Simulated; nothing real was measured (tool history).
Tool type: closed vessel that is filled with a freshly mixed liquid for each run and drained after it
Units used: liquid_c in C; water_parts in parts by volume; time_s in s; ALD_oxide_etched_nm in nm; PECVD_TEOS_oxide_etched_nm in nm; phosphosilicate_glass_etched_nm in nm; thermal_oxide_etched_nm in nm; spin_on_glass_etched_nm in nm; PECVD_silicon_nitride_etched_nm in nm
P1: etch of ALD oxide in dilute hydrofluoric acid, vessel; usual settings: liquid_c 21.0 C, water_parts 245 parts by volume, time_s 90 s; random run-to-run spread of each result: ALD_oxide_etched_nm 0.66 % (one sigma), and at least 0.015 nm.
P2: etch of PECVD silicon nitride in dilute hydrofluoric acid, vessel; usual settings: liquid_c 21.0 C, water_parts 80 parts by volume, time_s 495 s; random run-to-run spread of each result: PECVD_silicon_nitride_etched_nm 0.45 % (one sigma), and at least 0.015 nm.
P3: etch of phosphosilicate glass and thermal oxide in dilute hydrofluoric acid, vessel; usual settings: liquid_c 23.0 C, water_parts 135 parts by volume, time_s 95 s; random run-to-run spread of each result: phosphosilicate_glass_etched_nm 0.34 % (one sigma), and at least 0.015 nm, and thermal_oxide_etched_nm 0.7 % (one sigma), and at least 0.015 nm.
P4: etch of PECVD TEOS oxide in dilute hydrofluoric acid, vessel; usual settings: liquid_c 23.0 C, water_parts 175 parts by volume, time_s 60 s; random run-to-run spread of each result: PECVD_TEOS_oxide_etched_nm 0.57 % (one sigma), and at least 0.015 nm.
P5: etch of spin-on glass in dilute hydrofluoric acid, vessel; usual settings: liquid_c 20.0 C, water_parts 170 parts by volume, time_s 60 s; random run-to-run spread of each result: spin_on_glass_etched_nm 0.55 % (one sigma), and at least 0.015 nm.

run    day  process  liquid_c  water_parts  time_s  hours since the thermometer was replaced  hours since the hydrofluoric acid flow meter was replaced  ALD_oxide_etched_nm  PECVD_TEOS_oxide_etched_nm  phosphosilicate_glass_etched_nm  thermal_oxide_etched_nm  spin_on_glass_etched_nm  PECVD_silicon_nitride_etched_nm
  1  0.171       P1      21.0          245      90                                    1148.3                                                     1119.8               4.4129
  2  0.371       P4      23.0           95      60                                    1153.1                                                     1124.6                                          16.0400
  3  0.483       P3      23.0          135      95                                    1155.8                                                     1127.3                                                                            39.133                   3.1012
  4  0.704       P1      21.0          245     145                                    1161.1                                                     1132.6               7.0978
  5  0.938       P1      28.0          245      90                                    1166.7                                                     1138.2               5.6165
  6  1.112       P5      26.5          170      60                                    1170.9                                                     1142.4                                                                                                                              13.241
  7  1.304       P3      23.0          245      95                                    1175.5                                                     1147.0                                                                            19.170                   1.5260
  8  1.467       P1      21.0          245      90                                    1179.4                                                     1150.9               4.4162
  9  1.621       P1      21.0           80      90                                    1183.1                                                     1154.6              16.2410
 10  1.779       P4      23.0          175      60                                    1186.9                                                     1158.4                                           8.0232
 11  1.942       P5      20.0          170     110                                    1190.8                                                     1162.3                                                                                                                              18.911
 12  2.167       P2      28.5           80     495                                    1196.2                                                     1167.7                                                                                                                                                              15.6560
 13  2.321       P4      23.0          175      60                                    1199.9                                                     1171.4                                           7.9207
 14  2.504       P1      17.0          245      90                                    1204.3                                                     1175.8               3.7502
 15  2.612       P1      21.0          245      30                                    1206.9                                                     1178.4               1.4847
 16  2.721       P1      21.0          245      90                                    1209.5                                                     1181.0               4.4569
 17  2.850       P2      21.0           80     495                                    1212.6                                                     1184.1                                                                                                                                                               9.4882
 18  3.038       P3      23.0          135     180                                    1217.1                                                     1188.6                                                                            73.906                   5.7871
 19  3.225       P5      20.0          170      60                                    1221.6                                                     1193.1                                                                                                                              10.261
 20  3.450       P3      17.0          135      95                                    1227.0                                                     1198.5                                                                            30.491                   2.4335
 21  3.633       P5      20.0           70      60                                    1231.4                                                     1202.9                                                                                                                              28.042
 22  3.838       P1      17.0          320      90                                    1236.3                                                     1207.8               2.7508
 23  3.992       P1      21.0          370      90                                    1240.0                                                     1211.5               2.6168
 24  4.142       P2      21.0           80     815                                    1243.6                                                     1215.1                                                                                                                                                              15.6580
 25  4.329       P4      23.0          175      30                                    1248.1                                                     1219.6                                           3.9781
 26  4.467       P2      21.0          140     495                                    1251.4                                                     1222.9                                                                                                                                                               5.5459
 27  4.617       P4      31.0          175      60                                    1255.0                                                     1226.5                                          10.5320
 28  4.767       P1      21.0          245      90                                    1258.6                                                     1230.1               4.3924
 29  4.954       P1      21.0          245      90                                    1263.1                                                     1234.6               4.4556
 30  5.092       P1      21.0          245      90                                    1266.4                                                     1237.9               4.2748
 31  5.196       P1      21.0          245      90                                    1268.9                                                     1240.4               4.2303
 32  5.346       P1      21.0          245      90                                    1272.5                                                     1244.0               4.1333
 33  5.467       P1      21.0          245      90                                    1275.4                                                     1246.9               4.1762
 34  5.604       P1      21.0          245      90                                    1278.7                                                     1250.2               4.1269
 35  5.788       P1      21.0          245      90                                    1283.1                                                     1254.6               4.1468
 36  5.946       P1      21.0          245      90                                    1286.9                                                     1258.4               4.1509

The output of P1 has drifted from where it used to be. Each of the 2 causes below, taken at the size shown beside it, accounts for the log equally well:
A: hydrofluoric acid flow below the setpoint (%) = 6.15
B: liquid colder than its thermometer reads (K) = 2.1
At approximately day 4.954, the process output began to creep.

The check runs listed below each take one wafer, and their results are still question marks. Under which run would the listed causes lead to clearly different results?
check 1  6.104       P2      26.0           80     495                                                                                                                                                                                                                                                                         ?
check 2  6.104       P3      17.0          240      95                                                                                                                                                                                      ?                        ?
check 3  6.104       P4      23.0          175      30                                                                                                                                                     ?
check 4  6.104       P5      26.5          170     105                                                                                                                                                                                                                                        ?

How each check would come out, cause by cause:
  check                           result     if A     if B
check 1  PECVD_silicon_nitride_etched_nm  12.5180  11.6050
check 2  phosphosilicate_glass_etched_nm   14.495   14.412
check 2          thermal_oxide_etched_nm   1.1434   1.1368
check 3       PECVD_TEOS_oxide_etched_nm   3.6861   3.6684
check 4          spin_on_glass_etched_nm   21.375   21.344
Distance between the nearest two causes, measured in the result of the check that separates them most: check 1 7.58 %; check 2 0.58 %; check 3 0.48 %; check 4 0.15 %
The other checks would show nearly matching results whichever cause is true, so check 1 is the only one that separates the causes.

With check 1 done, the readings were: PECVD_silicon_nitride_etched_nm 11.5700 nm. Identify which of the listed causes applies.

The cause is B: liquid colder than its thermometer reads (K).
